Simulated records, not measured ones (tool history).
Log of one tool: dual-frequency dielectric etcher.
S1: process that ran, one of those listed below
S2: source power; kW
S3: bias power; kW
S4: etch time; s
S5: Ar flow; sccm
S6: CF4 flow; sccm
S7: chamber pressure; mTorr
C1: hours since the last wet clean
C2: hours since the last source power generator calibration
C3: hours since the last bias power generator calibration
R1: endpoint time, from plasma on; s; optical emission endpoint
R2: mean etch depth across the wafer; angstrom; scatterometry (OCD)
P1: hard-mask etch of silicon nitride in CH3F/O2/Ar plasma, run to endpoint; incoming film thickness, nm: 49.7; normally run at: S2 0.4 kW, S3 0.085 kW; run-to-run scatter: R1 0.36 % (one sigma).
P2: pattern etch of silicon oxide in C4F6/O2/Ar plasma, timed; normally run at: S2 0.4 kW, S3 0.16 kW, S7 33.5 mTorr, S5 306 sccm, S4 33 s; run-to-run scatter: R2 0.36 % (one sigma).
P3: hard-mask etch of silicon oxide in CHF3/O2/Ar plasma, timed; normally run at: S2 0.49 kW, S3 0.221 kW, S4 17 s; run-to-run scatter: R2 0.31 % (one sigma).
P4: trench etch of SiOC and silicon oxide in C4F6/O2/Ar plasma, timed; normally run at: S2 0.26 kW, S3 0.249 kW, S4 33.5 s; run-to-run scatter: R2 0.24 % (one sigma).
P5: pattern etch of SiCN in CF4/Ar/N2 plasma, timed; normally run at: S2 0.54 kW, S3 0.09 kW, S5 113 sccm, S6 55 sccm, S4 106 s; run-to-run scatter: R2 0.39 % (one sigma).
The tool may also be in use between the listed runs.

| run | hour | S1 | S2 | S3 | S4 | S5 | S6 | S7 | C1 | C2 | C3 | R1 | R2 |
|---|---|---|---|---|---|---|---|---|---|---|---|---|---|
| 1 | 11.9 | P1 | 0.4 | 0.085 |  |  |  |  | 74.6 | 1416.2 | 1912.1 | 69.329 |  |
| 2 | 27.3 | P1 | 0.48 | 0.085 |  |  |  |  | 90 | 1431.6 | 1927.5 | 64.467 |  |
| 3 | 36.6 | P3 | 0.49 | 0.221 | 11.5 |  |  |  | 99.3 | 1440.9 | 1936.8 |  | 223.23 |
| 4 | 52.3 | P1 | 0.4 | 0.085 |  |  |  |  | 115 | 1456.6 | 1952.5 | 69.427 |  |
| 5 | 65 | P4 | 0.26 | 0.249 | 50 |  |  |  | 127.7 | 1469.3 | 1965.2 |  | 949.41 |
| 6 | 77.5 | P5 | 0.54 | 0.09 | 106 | 113 | 55 |  | 140.2 | 1481.8 | 1977.7 |  | 1057.8 |
| 7 | 85.2 | P1 | 0.4 | 0.085 |  |  |  |  | 147.9 | 1489.5 | 1985.4 | 69.151 |  |
| 8 | 93.3 | P1 | 0.4 | 0.085 |  |  |  |  | 156 | 1497.6 | 1993.5 | 69.307 |  |
| 9 | 108.4 | P1 | 0.4 | 0.068 |  |  |  |  | 171.1 | 1512.7 | 2008.6 | 74.665 |  |
| 10 | 116.2 | P1 | 0.4 | 0.104 |  |  |  |  | 178.9 | 1520.5 | 2016.4 | 64.381 |  |
| 11 | 125.4 | P3 | 0.39 | 0.221 | 17 |  |  |  | 188.1 | 1529.7 | 2025.6 |  | 302.46 |
| 12 | 135.6 | P2 | 0.4 | 0.16 | 33 | 183 |  | 33.5 | 198.3 | 1539.9 | 2035.8 |  | 1072.6 |
| 13 | 146.5 | P5 | 0.54 | 0.09 | 106 | 113 | 35 |  | 209.2 | 1550.8 | 2046.7 |  | 986.4 |
| 14 | 157.2 | P5 | 0.68 | 0.09 | 106 | 113 | 55 |  | 219.9 | 1561.5 | 2057.4 |  | 1290.3 |
| 15 | 166.7 | P3 | 0.49 | 0.286 | 17 |  |  |  | 229.4 | 1571 | 2066.9 |  | 360.19 |
| 16 | 180.1 | P1 | 0.4 | 0.085 |  |  |  |  | 242.8 | 1584.4 | 2080.3 | 69.755 |  |
| 17 | 194.4 | P2 | 0.4 | 0.16 | 20.5 | 306 |  | 33.5 | 257.1 | 1598.7 | 2094.6 |  | 627.35 |
| 18 | 205.4 | P2 | 0.31 | 0.16 | 33 | 306 |  | 33.5 | 268.1 | 1609.7 | 2105.6 |  | 914.63 |
| 19 | 219 | P4 | 0.26 | 0.249 | 33.5 |  |  |  | 281.7 | 1623.3 | 2119.2 |  | 637.65 |
|  | 219.4 | source power generator calibrated |
| 20 | 229 | P2 | 0.4 | 0.16 | 33 | 306 |  | 33.5 | 291.7 | 9.7 | 2129.2 |  | 1010.6 |
| 21 | 241.7 | P4 | 0.26 | 0.249 | 33.5 |  |  |  | 304.4 | 22.4 | 2141.9 |  | 635.37 |
| 22 | 258 | P5 | 0.54 | 0.125 | 106 | 113 | 55 |  | 320.7 | 38.7 | 2158.2 |  | 1200.3 |
|  | 270.5 | bias power generator calibrated |
| 23 | 273.5 | P4 | 0.26 | 0.304 | 33.5 |  |  |  | 336.2 | 54.2 | 3.1 |  | 682.54 |
| 24 | 288.1 | P1 | 0.4 | 0.085 |  |  |  |  | 350.8 | 68.8 | 17.7 | 69.129 |  |
| 25 | 295.8 | P2 | 0.4 | 0.16 | 33 | 306 |  | 47 | 358.5 | 76.5 | 25.4 |  | 971.24 |
| 26 | 308.1 | P5 | 0.54 | 0.09 | 152.5 | 113 | 55 |  | 370.8 | 88.8 | 37.7 |  | 1513.7 |
| 27 | 318.5 | P3 | 0.49 | 0.221 | 17 |  |  |  | 381.2 | 99.2 | 48.1 |  | 330.2 |
| 28 | 327.9 | P1 | 0.47 | 0.071 |  |  |  |  | 390.6 | 108.6 | 57.5 | 69.243 |  |
| 29 | 343.2 | P1 | 0.32 | 0.085 |  |  |  |  | 405.9 | 123.9 | 72.8 | 75.245 |  |
| 30 | 353.6 | P2 | 0.4 | 0.226 | 33 | 306 |  | 33.5 | 416.3 | 134.3 | 83.2 |  | 1133.9 |
| 31 | 365.7 | P4 | 0.33 | 0.249 | 33.5 |  |  |  | 428.4 | 146.4 | 95.3 |  | 698.29 |
| 32 | 373.8 | P5 | 0.54 | 0.09 | 106 | 144 | 55 |  | 436.5 | 154.5 | 103.4 |  | 1015.3 |
| 33 | 384 | P1 | 0.4 | 0.085 |  |  |  |  | 446.7 | 164.7 | 113.6 | 69.248 |  |
| 34 | 399.7 | P1 | 0.4 | 0.085 |  |  |  |  | 462.4 | 180.4 | 129.3 | 69.865 |  |
| 35 | 408.5 | P1 | 0.4 | 0.085 |  |  |  |  | 471.2 | 189.2 | 138.1 | 70.113 |  |
| 36 | 417.6 | P1 | 0.4 | 0.085 |  |  |  |  | 480.3 | 198.3 | 147.2 | 70.069 |  |
| 37 | 426.8 | P1 | 0.4 | 0.085 |  |  |  |  | 489.5 | 207.5 | 156.4 | 70.225 |  |
| 38 | 437.3 | P1 | 0.4 | 0.085 |  |  |  |  | 500 | 218 | 166.9 | 70.797 |  |
|  | 442.5 | wet clean of the chamber |
| 39 | 451.1 | P1 | 0.4 | 0.085 |  |  |  |  | 8.6 | 231.8 | 180.7 | 70.413 |  |
| 40 | 464.8 | P1 | 0.4 | 0.085 |  |  |  |  | 22.3 | 245.5 | 194.4 | 70.344 |  |
| 41 | 477.7 | P1 | 0.4 | 0.085 |  |  |  |  | 35.2 | 258.4 | 207.3 | 70.387 |  |

What P1 gives has crept away from where it was. These 2 causes fit the log equally well, each at the size given:
A: bias power that arrives under what is set, % = 4.94
B: source power that arrives under what is set, % = 4.66
The creep began at about hour 384.
Why every other cause is out:
chamber walls in a state that lowers the etch rate, %: serviced at hour 442.5, which brought nothing back

4 check runs are offered, each on 2 wafers whose results are averaged, their results left as question marks. Which one tells the causes apart?
| check 1 | 490.6 | P4 | 0.31 | 0.249 | 33.5 |  |  |  |  |  |  |  | ? |
| check 2 | 490.6 | P3 | 0.4 | 0.221 | 17 |  |  |  |  |  |  |  | ? |
| check 3 | 490.6 | P5 | 0.66 | 0.09 | 106 | 113 | 55 |  |  |  |  |  | ? |
| check 4 | 490.6 | P2 | 0.4 | 0.16 | 33 | 199 |  | 33.5 |  |  |  |  | ? |

What each check would give under each cause:
| check | result | if A | if B |
|---|---|---|---|
| check 1 | R2 | 668.43 | 667.89 |
| check 2 | R2 | 300.02 | 300.08 |
| check 3 | R2 | 1234.7 | 1207 |
| check 4 | R2 | 1047.9 | 1044.6 |
How far apart the two closest causes lie, in the result that separates them most: check 1 0.08 %; check 2 0.02 %; check 3 2.27 %; check 4 0.32 %
Only check 3 tells the causes apart: in the others they would give nearly the same result.

Then check 3 was run and gave: R2 1205.8 angstrom. Which cause is it?

It is B: source power that arrives under what is set, %.
